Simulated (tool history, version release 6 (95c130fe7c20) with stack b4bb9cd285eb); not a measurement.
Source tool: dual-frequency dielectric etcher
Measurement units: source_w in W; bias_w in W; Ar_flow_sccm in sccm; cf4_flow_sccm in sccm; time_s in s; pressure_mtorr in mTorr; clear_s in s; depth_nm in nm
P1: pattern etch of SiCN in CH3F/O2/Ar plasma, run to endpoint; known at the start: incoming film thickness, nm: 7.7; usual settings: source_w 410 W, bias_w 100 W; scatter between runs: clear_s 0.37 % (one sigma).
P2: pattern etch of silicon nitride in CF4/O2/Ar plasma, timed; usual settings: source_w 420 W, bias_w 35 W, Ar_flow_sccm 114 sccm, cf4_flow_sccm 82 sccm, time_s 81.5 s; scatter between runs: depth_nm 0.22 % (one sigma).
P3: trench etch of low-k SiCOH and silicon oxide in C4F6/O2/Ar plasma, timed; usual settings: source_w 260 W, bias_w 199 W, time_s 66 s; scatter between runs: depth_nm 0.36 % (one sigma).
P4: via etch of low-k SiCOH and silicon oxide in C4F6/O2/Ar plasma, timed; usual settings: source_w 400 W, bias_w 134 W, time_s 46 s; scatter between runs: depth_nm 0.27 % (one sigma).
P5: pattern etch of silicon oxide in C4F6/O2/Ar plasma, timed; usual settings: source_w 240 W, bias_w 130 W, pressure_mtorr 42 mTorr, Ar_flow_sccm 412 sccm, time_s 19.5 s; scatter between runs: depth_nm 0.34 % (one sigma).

run	hour	process	source_w	bias_w	Ar_flow_sccm	cf4_flow_sccm	time_s	pressure_mtorr	hours since the last wet clean	hours since the last source power generator calibration	hours since the last bias power generator calibration	clear_s	depth_nm
1	12.8	P1	410	100					407.1	2503.9	1589.8	18.965	
2	29.5	P2	420	35	114	82	81.5		423.8	2520.6	1606.5		111.12
3	39.2	P5	240	130	495		19.5	42	433.5	2530.3	1616.2		40.176
4	55.6	P4	400	134			33.5		449.9	2546.7	1632.6		79.227
5	68.4	P5	240	130	412		19.5	42	462.7	2559.5	1645.4		41.114
6	84.8	P2	420	35	114	62	81.5		479.1	2575.9	1661.8		106.48
7	93.2	P3	260	199			42.5		487.5	2584.3	1670.2		116.87
8	103.1	P1	410	100					497.4	2594.2	1680.1	18.936	
9	117.5	P2	420	35	114	82	45		511.8	2608.6	1694.5		61.313
10	130.4	P1	410	100					524.7	2621.5	1707.4	18.853	
# hour 135.2: bias power generator calibrated
11	138.4	P1	250	100					532.7	2629.5	3.3	22.648	
12	149.6	P1	410	100					543.9	2640.7	14.5	18.889	
13	163.4	P3	260	280			66		557.7	2654.5	28.3		203.18
14	174.1	P4	400	100			46		568.4	2665.2	39		99.331
15	184	P1	410	140					578.3	2675.1	48.9	16.563	
16	196.4	P1	410	100					590.7	2687.5	61.3	18.876	
17	205.1	P4	290	134			46		599.4	2696.2	70		95.215
18	216.4	P3	170	199			66		610.7	2707.5	81.3		154.84
19	229.2	P1	490	73					623.5	2720.3	94.1	19.857	
20	244	P5	290	130	412		19.5	42	638.3	2735.1	108.9		44.413
21	255.5	P1	550	100					649.8	2746.6	120.4	16.978	
22	266.3	P3	260	199			66		660.6	2757.4	131.2		181.77
23	274.2	P2	300	35	114	82	81.5		668.5	2765.3	139.1		82.739
# hour 282.5: source power generator calibrated
24	291	P2	420	35	114	82	81.5		685.3	8.5	155.9		111.31
# hour 304.9: wet clean of the chamber
25	306.3	P1	410	100					1.4	23.8	171.2	18.977	
26	323.9	P5	240	130	412		10.5	42	19	41.4	188.8		22.245
27	340.8	P5	240	158	412		19.5	42	35.9	58.3	205.7		43.535
28	358.8	P2	420	35	156	82	81.5		53.9	76.3	223.7		105.78
29	374.7	P2	420	46	114	82	81.5		69.8	92.2	239.6		123.26
30	387.5	P1	410	60					82.6	105	252.4	22.758	
31	397.6	P4	400	134			46		92.7	115.1	262.5		108.26
32	407.6	P5	240	130	412		19.5	25	102.7	125.1	272.5		43.667
33	425.3	P1	410	100					120.4	142.8	290.2	18.837	
34	439.8	P1	410	100					134.9	157.3	304.7	19.112	
35	457.9	P1	410	100					153	175.4	322.8	19.188	
36	470.8	P1	410	100					165.9	188.3	335.7	19.232	
37	483.8	P1	410	100					178.9	201.3	348.7	19.256	
38	497.2	P1	410	100					192.3	214.7	362.1	19.26	
39	507	P1	410	100					202.1	224.5	371.9	19.177	
# hour 515.9: wet clean of the chamber
40	524.9	P1	410	100					9	242.4	389.8	19.286	
41	534.9	P1	410	100					19	252.4	399.8	19.378	
42	544.3	P1	410	100					28.4	261.8	409.2	19.327	
43	555.1	P1	410	100					39.2	272.6	420	19.308	

Something has made what P1 gives creep away from where it was; the 2 causes below, each at its own stated size, fit the log equally well:
A: bias power that arrives under what is set, % = 4.79
B: source power that arrives under what is set, % = 4.87
The onset of the drift is placed at about hour 425.3.
Ruled out, with reasons:
chamber walls in a state that lowers the etch rate, %: serviced after onset, at hour 515.9, with no recovery of the prior output

Below are 4 check runs, each on a single wafer, with their results shown as question marks. Which of them would tell the listed causes apart, meaning the causes would give clearly different results under it?
check 1	565.9	P4	340	134			46						?
check 2	565.9	P2	420	35	154	82	46						?
check 3	565.9	P5	240	130	412		19.5	26.5					?
check 4	565.9	P3	260	255			66						?

Check results expected under each cause:
check	result	if A	if B
check 1	depth_nm	100.16	99.643
check 2	depth_nm	58.707	57.288
check 3	depth_nm	42.825	42.624
check 4	depth_nm	194.09	193.73
Smallest distance between any two causes, each pair judged by its most separating result, in per cent: check 1 0.51 %; check 2 2.45 %; check 3 0.47 %; check 4 0.19 %
The other checks would show nearly matching results whichever cause is true, so check 2 is the only one that separates the causes.

Check 2 has now been run. It gave: depth_nm 58.583 nm. Which of the candidate causes is it?

A is the cause: bias power that arrives under what is set, %.

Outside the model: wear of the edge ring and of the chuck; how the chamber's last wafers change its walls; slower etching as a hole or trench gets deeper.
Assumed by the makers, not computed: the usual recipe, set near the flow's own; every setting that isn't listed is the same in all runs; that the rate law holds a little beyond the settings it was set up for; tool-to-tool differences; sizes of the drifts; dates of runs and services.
